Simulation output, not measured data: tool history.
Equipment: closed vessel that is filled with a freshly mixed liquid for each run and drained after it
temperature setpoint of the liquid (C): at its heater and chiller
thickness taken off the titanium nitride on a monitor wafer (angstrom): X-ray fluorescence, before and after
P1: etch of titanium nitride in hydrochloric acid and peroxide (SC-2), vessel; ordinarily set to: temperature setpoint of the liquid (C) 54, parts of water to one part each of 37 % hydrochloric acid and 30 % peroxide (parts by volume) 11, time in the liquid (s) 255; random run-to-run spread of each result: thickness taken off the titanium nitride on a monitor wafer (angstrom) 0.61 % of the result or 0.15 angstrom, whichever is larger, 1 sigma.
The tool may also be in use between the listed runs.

run,hour,temperature setpoint of the liquid (C),parts of water to one part each of 37 % hydrochloric acid and 30 % peroxide (parts by volume),time in the liquid (s),thickness taken off the titanium nitride on a monitor wafer (angstrom)
1,3.3,54,11,255,40.376
2,7.9,54,11,255,40.719
3,12.4,39.5,11,135,8.0258
4,17.1,54,4,255,88.596
5,21.5,54,11,255,41.072
6,24.8,54,11,255,40.869
7,28.2,54,11,30,4.7939
8,30.6,38.5,11,255,14.261
9,33.2,54,11,405,65.713
10,36.2,54,11,255,41.008
11,38.9,54,19,255,25.214
# hour 43: new drum of peroxide connected
12,44,65.5,11,255,85.452
13,47.8,54,11,255,41.021
14,51.7,54,11,255,38.878
15,56.7,54,11,255,37.697
16,61.1,54,11,255,37.342
# hour 63: new drum of peroxide connected
17,66.3,54,11,255,37.508
18,71.3,54,11,255,36.958

Estimate the outcome of run 19 from the log above:
19,75.1,54,11,255,?

{"run 19": {"thickness taken off the titanium nitride on a monitor wafer (angstrom)": 37.002}}
